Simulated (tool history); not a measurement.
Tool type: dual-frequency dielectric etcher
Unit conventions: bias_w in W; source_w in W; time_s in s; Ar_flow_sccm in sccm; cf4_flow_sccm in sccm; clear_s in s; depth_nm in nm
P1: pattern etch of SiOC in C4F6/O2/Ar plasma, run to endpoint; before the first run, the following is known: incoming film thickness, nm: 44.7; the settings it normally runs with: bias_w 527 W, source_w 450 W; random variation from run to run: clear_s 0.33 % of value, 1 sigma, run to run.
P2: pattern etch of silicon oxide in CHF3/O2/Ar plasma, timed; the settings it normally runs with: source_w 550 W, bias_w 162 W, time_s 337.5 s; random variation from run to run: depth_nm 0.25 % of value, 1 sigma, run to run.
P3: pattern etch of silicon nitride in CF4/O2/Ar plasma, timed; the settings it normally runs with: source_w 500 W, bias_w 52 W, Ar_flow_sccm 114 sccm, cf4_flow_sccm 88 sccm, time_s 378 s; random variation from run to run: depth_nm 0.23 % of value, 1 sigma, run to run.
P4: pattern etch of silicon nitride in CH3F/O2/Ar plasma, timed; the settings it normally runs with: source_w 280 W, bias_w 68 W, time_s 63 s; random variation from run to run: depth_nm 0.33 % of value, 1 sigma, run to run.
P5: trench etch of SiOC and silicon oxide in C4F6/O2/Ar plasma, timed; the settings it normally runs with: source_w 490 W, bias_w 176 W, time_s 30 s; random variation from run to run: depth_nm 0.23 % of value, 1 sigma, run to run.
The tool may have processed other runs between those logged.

{"run": 1, "hour": 7.9, "process": "P1", "bias_w": 527, "source_w": 450, "clear_s": 13.939}
{"run": 2, "hour": 12.8, "process": "P2", "bias_w": 162, "source_w": 550, "time_s": 337.5, "depth_nm": 606.43}
{"run": 3, "hour": 22.7, "process": "P3", "bias_w": 34, "source_w": 500, "time_s": 378, "Ar_flow_sccm": 114, "cf4_flow_sccm": 88, "depth_nm": 615.76}
{"run": 4, "hour": 28.8, "process": "P2", "bias_w": 191, "source_w": 550, "time_s": 337.5, "depth_nm": 639.56}
{"run": 5, "hour": 36.2, "process": "P3", "bias_w": 52, "source_w": 600, "time_s": 378, "Ar_flow_sccm": 114, "cf4_flow_sccm": 88, "depth_nm": 847.27}
{"run": 6, "hour": 41.6, "process": "P1", "bias_w": 527, "source_w": 450, "clear_s": 13.885}
{"run": 7, "hour": 48.0, "process": "P1", "bias_w": 527, "source_w": 600, "clear_s": 12.635}
{"run": 8, "hour": 57.0, "process": "P4", "bias_w": 68, "source_w": 280, "time_s": 63, "depth_nm": 37.859}
{"run": 9, "hour": 64.3, "process": "P3", "bias_w": 52, "source_w": 500, "time_s": 378, "Ar_flow_sccm": 67, "cf4_flow_sccm": 88, "depth_nm": 771.14}
{"run": 10, "hour": 70.3, "process": "P1", "bias_w": 527, "source_w": 450, "clear_s": 13.951}
{"run": 11, "hour": 75.5, "process": "P1", "bias_w": 527, "source_w": 320, "clear_s": 15.786}
{"run": 12, "hour": 84.0, "process": "P5", "bias_w": 176, "source_w": 490, "time_s": 30, "depth_nm": 64.618}
{"run": 13, "hour": 88.8, "process": "P3", "bias_w": 52, "source_w": 500, "time_s": 378, "Ar_flow_sccm": 114, "cf4_flow_sccm": 110, "depth_nm": 742.06}
{"run": 14, "hour": 94.3, "process": "P5", "bias_w": 176, "source_w": 360, "time_s": 30, "depth_nm": 57.066}
{"run": 15, "hour": 104.9, "process": "P4", "bias_w": 68, "source_w": 280, "time_s": 79, "depth_nm": 46.956}
{"run": 16, "hour": 111.0, "process": "P5", "bias_w": 230, "source_w": 490, "time_s": 30, "depth_nm": 70.359}
{"run": 17, "hour": 116.1, "process": "P1", "bias_w": 321, "source_w": 350, "clear_s": 18.4}
{"run": 18, "hour": 124.8, "process": "P2", "bias_w": 162, "source_w": 550, "time_s": 203, "depth_nm": 365.54}
{"run": 19, "hour": 132.7, "process": "P2", "bias_w": 162, "source_w": 550, "time_s": 337.5, "depth_nm": 608.19}
{"run": 20, "hour": 141.2, "process": "P3", "bias_w": 52, "source_w": 500, "time_s": 378, "Ar_flow_sccm": 114, "cf4_flow_sccm": 88, "depth_nm": 720.43}
{"run": 21, "hour": 146.0, "process": "P1", "bias_w": 653, "source_w": 450, "clear_s": 12.861}
{"run": 22, "hour": 154.2, "process": "P4", "bias_w": 68, "source_w": 280, "time_s": 63, "depth_nm": 37.597}
{"run": 23, "hour": 164.4, "process": "P5", "bias_w": 176, "source_w": 490, "time_s": 21.5, "depth_nm": 46.209}
{"run": 24, "hour": 173.8, "process": "P4", "bias_w": 68, "source_w": 180, "time_s": 63, "depth_nm": 32.028}
{"run": 25, "hour": 180.4, "process": "P3", "bias_w": 52, "source_w": 500, "time_s": 513, "Ar_flow_sccm": 114, "cf4_flow_sccm": 88, "depth_nm": 977.35}
{"run": 26, "hour": 185.7, "process": "P2", "bias_w": 162, "source_w": 690, "time_s": 337.5, "depth_nm": 660.5}
{"run": 27, "hour": 195.4, "process": "P4", "bias_w": 43, "source_w": 280, "time_s": 63, "depth_nm": 32.504}
{"run": 28, "hour": 206.1, "process": "P1", "bias_w": 385, "source_w": 450, "clear_s": 15.61}
{"run": 29, "hour": 214.4, "process": "P1", "bias_w": 527, "source_w": 450, "clear_s": 13.985}
{"run": 30, "hour": 223.8, "process": "P1", "bias_w": 341, "source_w": 620, "clear_s": 14.493}
{"run": 31, "hour": 229.9, "process": "P1", "bias_w": 527, "source_w": 450, "clear_s": 14.027}
{"run": 32, "hour": 237.5, "process": "P1", "bias_w": 527, "source_w": 450, "clear_s": 13.921}
{"run": 33, "hour": 243.6, "process": "P1", "bias_w": 527, "source_w": 450, "clear_s": 14.013}
{"run": 34, "hour": 251.1, "process": "P1", "bias_w": 527, "source_w": 450, "clear_s": 14.096}
{"run": 35, "hour": 260.4, "process": "P1", "bias_w": 527, "source_w": 450, "clear_s": 14.196}
{"run": 36, "hour": 268.5, "process": "P1", "bias_w": 527, "source_w": 450, "clear_s": 14.165}
{"hour": 271.1, "done": "wet clean of the chamber"}
{"run": 37, "hour": 277.5, "process": "P1", "bias_w": 527, "source_w": 450, "clear_s": 14.261}
{"run": 38, "hour": 283.7, "process": "P1", "bias_w": 527, "source_w": 450, "clear_s": 14.207}
{"run": 39, "hour": 292.8, "process": "P1", "bias_w": 527, "source_w": 450, "clear_s": 14.172}
{"run": 40, "hour": 300.4, "process": "P1", "bias_w": 527, "source_w": 450, "clear_s": 14.164}

The log shows P1 creeping away from where it was. Any of the 2 causes listed here, at the size stated for it, fits the log just as well as the others:
A: bias power that arrives under what is set, % = 4.31
B: source power that arrives under what is set, % = 4.36
The onset of the drift is placed at about hour 237.5.
Every other cause this tool's parts could produce, and why it does not fit the log:
chamber walls in a state that lowers the etch rate, %: serviced at hour 271.1, which brought nothing back

The check runs listed below each take one wafer, and their results are still question marks. Under which run would the listed causes lead to clearly different results?
{"run": "check 1", "hour": 308.0, "process": "P3", "bias_w": 44, "source_w": 500, "time_s": 475, "Ar_flow_sccm": 114, "cf4_flow_sccm": 88, "depth_nm": "?"}
{"run": "check 2", "hour": 308.0, "process": "P5", "bias_w": 176, "source_w": 490, "time_s": 25, "depth_nm": "?"}
{"run": "check 3", "hour": 308.0, "process": "P4", "bias_w": 46, "source_w": 280, "time_s": 63, "depth_nm": "?"}
{"run": "check 4", "hour": 308.0, "process": "P2", "bias_w": 191, "source_w": 550, "time_s": 229.5, "depth_nm": "?"}

Outcome of each check run for each possible cause:
check=check_1 result=depth_nm if_A=838.21 if_B=819.77
check=check_2 result=depth_nm if_A=53.016 if_B=52.812
check=check_3 result=depth_nm if_A=32.691 if_B=32.579
check=check_4 result=depth_nm if_A=429.48 if_B=428.65
Separation of the two closest causes in each check, using whichever result separates them best: check 1 2.22 %; check 2 0.39 %; check 3 0.34 %; check 4 0.19 %
The causes can be told apart only by check 1. The other checks would give nearly the same results under each of them.

Here is what check 1 returned: depth_nm 838.78 nm. Which cause is it?

The correct cause is A, namely: bias power that arrives under what is set, %.

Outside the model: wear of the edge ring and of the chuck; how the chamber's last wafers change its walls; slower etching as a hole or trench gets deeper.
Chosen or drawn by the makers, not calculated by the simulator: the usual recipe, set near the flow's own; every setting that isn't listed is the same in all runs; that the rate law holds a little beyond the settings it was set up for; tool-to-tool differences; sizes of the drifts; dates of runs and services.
